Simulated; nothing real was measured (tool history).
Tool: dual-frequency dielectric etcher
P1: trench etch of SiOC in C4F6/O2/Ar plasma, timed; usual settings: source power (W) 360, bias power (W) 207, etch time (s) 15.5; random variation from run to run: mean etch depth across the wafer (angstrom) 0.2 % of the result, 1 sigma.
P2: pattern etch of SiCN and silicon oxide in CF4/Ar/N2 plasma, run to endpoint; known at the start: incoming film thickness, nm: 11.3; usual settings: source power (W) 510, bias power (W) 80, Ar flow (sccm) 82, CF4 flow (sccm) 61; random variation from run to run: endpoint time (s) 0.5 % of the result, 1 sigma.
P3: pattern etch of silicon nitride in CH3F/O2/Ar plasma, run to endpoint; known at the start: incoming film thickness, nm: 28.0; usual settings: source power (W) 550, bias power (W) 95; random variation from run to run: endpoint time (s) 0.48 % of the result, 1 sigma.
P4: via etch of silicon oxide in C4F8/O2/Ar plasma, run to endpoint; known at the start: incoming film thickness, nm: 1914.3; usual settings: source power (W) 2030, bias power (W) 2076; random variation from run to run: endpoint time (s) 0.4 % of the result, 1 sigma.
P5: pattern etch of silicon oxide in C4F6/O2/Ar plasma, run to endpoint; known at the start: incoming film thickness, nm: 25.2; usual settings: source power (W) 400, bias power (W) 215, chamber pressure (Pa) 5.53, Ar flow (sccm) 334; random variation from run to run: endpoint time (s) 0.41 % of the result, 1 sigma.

| run | day | process that ran | source power (W) | bias power (W) | etch time (s) | chamber pressure (Pa) | Ar flow (sccm) | CF4 flow (sccm) | mean etch depth across the wafer (angstrom) | endpoint time (s) |
|---|---|---|---|---|---|---|---|---|---|---|
| 1 | 0.242 | P1 | 360 | 207 | 15.5 |  |  |  | 334.44 |  |
| 2 | 0.625 | P1 | 360 | 207 | 15.5 |  |  |  | 333.31 |  |
| 3 | 0.879 | P4 | 2030 | 2688 |  |  |  |  |  | 334.2100 |
| 4 | 1.317 | P1 | 460 | 207 | 15.5 |  |  |  | 366.84 |  |
| 5 | 1.775 | P1 | 260 | 286 | 15.5 |  |  |  | 329.83 |  |
| 6 | 2.058 | P1 | 240 | 207 | 15.5 |  |  |  | 286.02 |  |
| 7 | 2.354 | P5 | 400 | 215 |  | 3.93 | 334 |  |  | 7.4782 |
| 8 | 2.588 | P3 | 550 | 55 |  |  |  |  |  | 38.6310 |
| 9 | 2.900 | P1 | 360 | 264 | 15.5 |  |  |  | 363.27 |  |
| 10 | 3.138 | P4 | 1210 | 2076 |  |  |  |  |  | 448.9500 |
| 11 | 3.492 | P2 | 510 | 57 |  |  | 82 | 61 |  | 12.5110 |
| 12 | 3.746 | P1 | 260 | 282 | 15.5 |  |  |  | 328.05 |  |
| 13 | 3.975 | P1 | 360 | 207 | 10.0 |  |  |  | 215.68 |  |
| 14 | 4.225 | P2 | 510 | 80 |  |  | 110 | 61 |  | 11.6970 |
| 15 | 4.604 | P5 | 400 | 142 |  | 5.53 | 334 |  |  | 8.8475 |
| 16 | 4.958 | P2 | 510 | 80 |  |  | 82 | 61 |  | 11.2200 |
| 17 | 5.379 | P3 | 420 | 95 |  |  |  |  |  | 35.6840 |
| 18 | 5.629 | P1 | 360 | 207 | 15.5 |  |  |  | 333.80 |  |
| 19 | 6.000 | P2 | 510 | 80 |  |  | 82 | 86 |  | 10.7130 |
| 20 | 6.379 | P5 | 400 | 215 |  | 5.53 | 334 |  |  | 7.7333 |
| 21 | 6.771 | P4 | 2030 | 2076 |  |  |  |  |  | 363.4600 |
| 22 | 7.067 | P3 | 550 | 95 |  |  |  |  |  | 32.0930 |
| 23 | 7.304 | P1 | 360 | 207 | 15.5 |  |  |  | 333.96 |  |
| 24 | 7.696 | P5 | 500 | 215 |  | 5.53 | 334 |  |  | 7.0979 |
| 25 | 8.038 | P1 | 360 | 207 | 19.0 |  |  |  | 410.39 |  |
| 26 | 8.371 | P5 | 400 | 215 |  | 5.53 | 334 |  |  | 7.7710 |
| 27 | 8.796 | P1 | 360 | 136 | 15.5 |  |  |  | 293.07 |  |
| 28 | 9.100 | P4 | 2030 | 2076 |  |  |  |  |  | 361.6300 |
| 29 | 9.421 | P2 | 380 | 80 |  |  | 82 | 61 |  | 14.5850 |
| 30 | 9.871 | P5 | 400 | 215 |  | 5.53 | 248 |  |  | 7.4713 |
| 31 | 10.075 | P1 | 360 | 207 | 15.5 |  |  |  | 334.68 |  |
| 32 | 10.342 | P1 | 360 | 207 | 15.5 |  |  |  | 335.68 |  |
| 33 | 10.746 | P1 | 360 | 207 | 15.5 |  |  |  | 337.16 |  |
| 34 | 10.950 | P1 | 360 | 207 | 15.5 |  |  |  | 336.76 |  |
| 35 | 11.308 | P1 | 360 | 207 | 15.5 |  |  |  | 339.03 |  |
| 36 | 11.717 | P1 | 360 | 207 | 15.5 |  |  |  | 338.88 |  |
| 37 | 12.121 | P1 | 360 | 207 | 15.5 |  |  |  | 338.96 |  |
| 38 | 12.508 | P1 | 360 | 207 | 15.5 |  |  |  | 338.31 |  |
|  | 12.800 | wet clean of the chamber |
| 39 | 12.850 | P1 | 360 | 207 | 15.5 |  |  |  | 339.10 |  |
| 40 | 13.225 | P1 | 360 | 207 | 15.5 |  |  |  | 339.09 |  |
| 41 | 13.508 | P1 | 360 | 207 | 15.5 |  |  |  | 338.43 |  |
| 42 | 13.758 | P1 | 360 | 207 | 15.5 |  |  |  | 338.07 |  |

What P1 gives has crept away from where it was. These 2 causes fit the log equally well, each at the size given:
A: source power that arrives over what is set, % = 4.1
B: bias power that arrives over what is set, % = 4.8
The creep began at about day 10.075.
Why every other cause is out:
chamber walls in a state that raises the etch rate, %: serviced at day 12.800, which brought nothing back

4 check runs are offered, each on 3 wafers whose results are averaged, their results left as question marks. Which one tells the causes apart?
| check 1 | 14.008 | P5 | 480 | 215 |  | 5.53 | 334 |  |  | ? |
| check 2 | 14.008 | P3 | 550 | 58 |  |  |  |  |  | ? |
| check 3 | 14.008 | P2 | 510 | 80 |  |  | 82 | 84 |  | ? |
| check 4 | 14.008 | P4 | 1390 | 2657 |  |  |  |  |  | ? |

What each check would give under each cause:
| check | result | if A | if B |
|---|---|---|---|
| check 1 | endpoint time (s) | 7.1025 | 7.1047 |
| check 2 | endpoint time (s) | 37.3020 | 37.3280 |
| check 3 | endpoint time (s) | 10.3550 | 10.5680 |
| check 4 | endpoint time (s) | 384.6800 | 385.0700 |
How far apart the two closest causes lie, in the result that separates them most: check 1 0.03 %; check 2 0.07 %; check 3 2.04 %; check 4 0.1 %
Only check 3 tells the causes apart: in the others they would give nearly the same result.

Then check 3 was run and gave: endpoint time (s) 10.3480. Which cause is it?

It is A: source power that arrives over what is set, %.
